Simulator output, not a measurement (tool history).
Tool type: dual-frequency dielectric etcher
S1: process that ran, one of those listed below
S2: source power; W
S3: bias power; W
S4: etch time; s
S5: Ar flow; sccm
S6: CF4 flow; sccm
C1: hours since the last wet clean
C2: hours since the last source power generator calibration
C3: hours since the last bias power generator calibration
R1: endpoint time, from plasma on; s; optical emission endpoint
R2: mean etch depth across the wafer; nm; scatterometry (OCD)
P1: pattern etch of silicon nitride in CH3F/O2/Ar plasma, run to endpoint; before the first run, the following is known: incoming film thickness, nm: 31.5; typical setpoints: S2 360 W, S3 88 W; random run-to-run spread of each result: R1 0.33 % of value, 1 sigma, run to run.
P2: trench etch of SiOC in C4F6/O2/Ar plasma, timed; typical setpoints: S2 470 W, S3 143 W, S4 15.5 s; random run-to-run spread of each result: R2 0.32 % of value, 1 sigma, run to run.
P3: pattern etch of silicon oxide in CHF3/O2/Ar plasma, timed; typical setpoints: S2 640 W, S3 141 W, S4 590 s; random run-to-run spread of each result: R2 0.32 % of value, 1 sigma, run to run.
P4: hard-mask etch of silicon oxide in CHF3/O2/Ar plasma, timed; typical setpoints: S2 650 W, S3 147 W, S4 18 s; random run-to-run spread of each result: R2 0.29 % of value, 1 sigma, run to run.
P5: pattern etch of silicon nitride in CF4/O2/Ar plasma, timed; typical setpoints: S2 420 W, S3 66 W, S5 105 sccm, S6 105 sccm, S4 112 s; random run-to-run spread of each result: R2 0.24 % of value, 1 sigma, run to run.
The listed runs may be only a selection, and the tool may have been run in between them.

run,day,S1,S2,S3,S4,S5,S6,C1,C2,C3,R1,R2
1,0.262,P1,360,88,,,,314.4,2413.8,3456.4,42.432,
2,0.396,P4,650,92,18,,,317.6,2417,3459.6,,29.36
3,0.562,P3,640,141,442,,,321.6,2421,3463.6,,834.38
4,0.779,P5,420,66,136.5,105,105,326.8,2426.2,3468.8,,250.46
5,0.921,P4,910,147,18,,,330.2,2429.6,3472.2,,38.375
6,1.108,P5,420,39,112,105,105,334.7,2434.1,3476.7,,169.17
7,1.362,P3,640,141,590,,,340.8,2440.2,3482.8,,1114.9
8,1.575,P5,320,66,112,105,105,345.9,2445.3,3487.9,,162.58
9,1.754,P4,650,147,18,,,350.2,2449.6,3492.2,,33.739
10,1.979,P2,470,143,22,,,355.6,2455,3497.6,,45.865
11,2.129,P5,420,66,112,75,105,359.2,2458.6,3501.2,,212.48
12,2.312,P1,360,88,,,,363.6,2463,3505.6,42.645,
13,2.512,P4,650,147,18,,,368.4,2467.8,3510.4,,33.764
14,2.688,P3,640,196,590,,,372.6,2472,3514.6,,1249.3
15,2.946,P1,360,110,,,,378.8,2478.2,3520.8,39.072,
16,3.167,P4,650,147,23.5,,,384.1,2483.5,3526.1,,44.112
17,3.354,P1,450,88,,,,388.6,2488,3530.6,39.078,
18,3.617,P3,390,141,590,,,394.9,2494.3,3536.9,,918.9
19,3.754,P2,470,182,15.5,,,398.2,2497.6,3540.2,,34.557
20,3.929,P1,360,55,,,,402.4,2501.8,3544.4,50.213,
21,4.1,P5,420,66,112,105,137,406.5,2505.9,3548.5,,212.34
22,4.35,P2,470,143,15.5,,,412.5,2511.9,3554.5,,32.252
23,4.55,P5,420,66,112,105,105,417.3,2516.7,3559.3,,206.05
24,4.733,P2,470,143,15.5,,,421.7,2521.1,3563.7,,32.257
25,4.896,P2,660,143,15.5,,,425.6,2525,3567.6,,36.949
26,5.033,P5,420,66,112,105,105,428.9,2528.3,3570.9,,205.8
27,5.162,P1,260,88,,,,432,2531.4,3574,48.195,
28,5.329,P1,360,88,,,,436,2535.4,3578,42.484,
29,5.562,P1,250,107,,,,441.6,2541,3583.6,45.271,
30,5.704,P1,360,88,,,,445,2544.4,3587,42.578,
31,5.846,P1,360,88,,,,448.4,2547.8,3590.4,42.545,
32,5.996,P1,360,88,,,,452,2551.4,3594,42.625,
33,6.254,P1,360,88,,,,458.2,2557.6,3600.2,42.44,
34,6.504,P1,360,88,,,,464.2,2563.6,3606.2,42.256,
35,6.738,P1,360,88,,,,469.8,2569.2,3611.8,42.389,
# day 6.842: wet clean of the chamber
36,6.929,P1,360,88,,,,2.1,2573.8,3616.4,41.925,
37,7.175,P1,360,88,,,,8,2579.7,3622.3,41.65,
38,7.354,P1,360,88,,,,12.3,2584,3626.6,42.146,
39,7.483,P1,360,88,,,,15.4,2587.1,3629.7,41.985,

Run 40 has not been measured yet. What should we expect?
40,7.6,P1,360,88,,,,18.2,2589.9,3632.5,?,

{"run 40": {"R1": 41.795}}
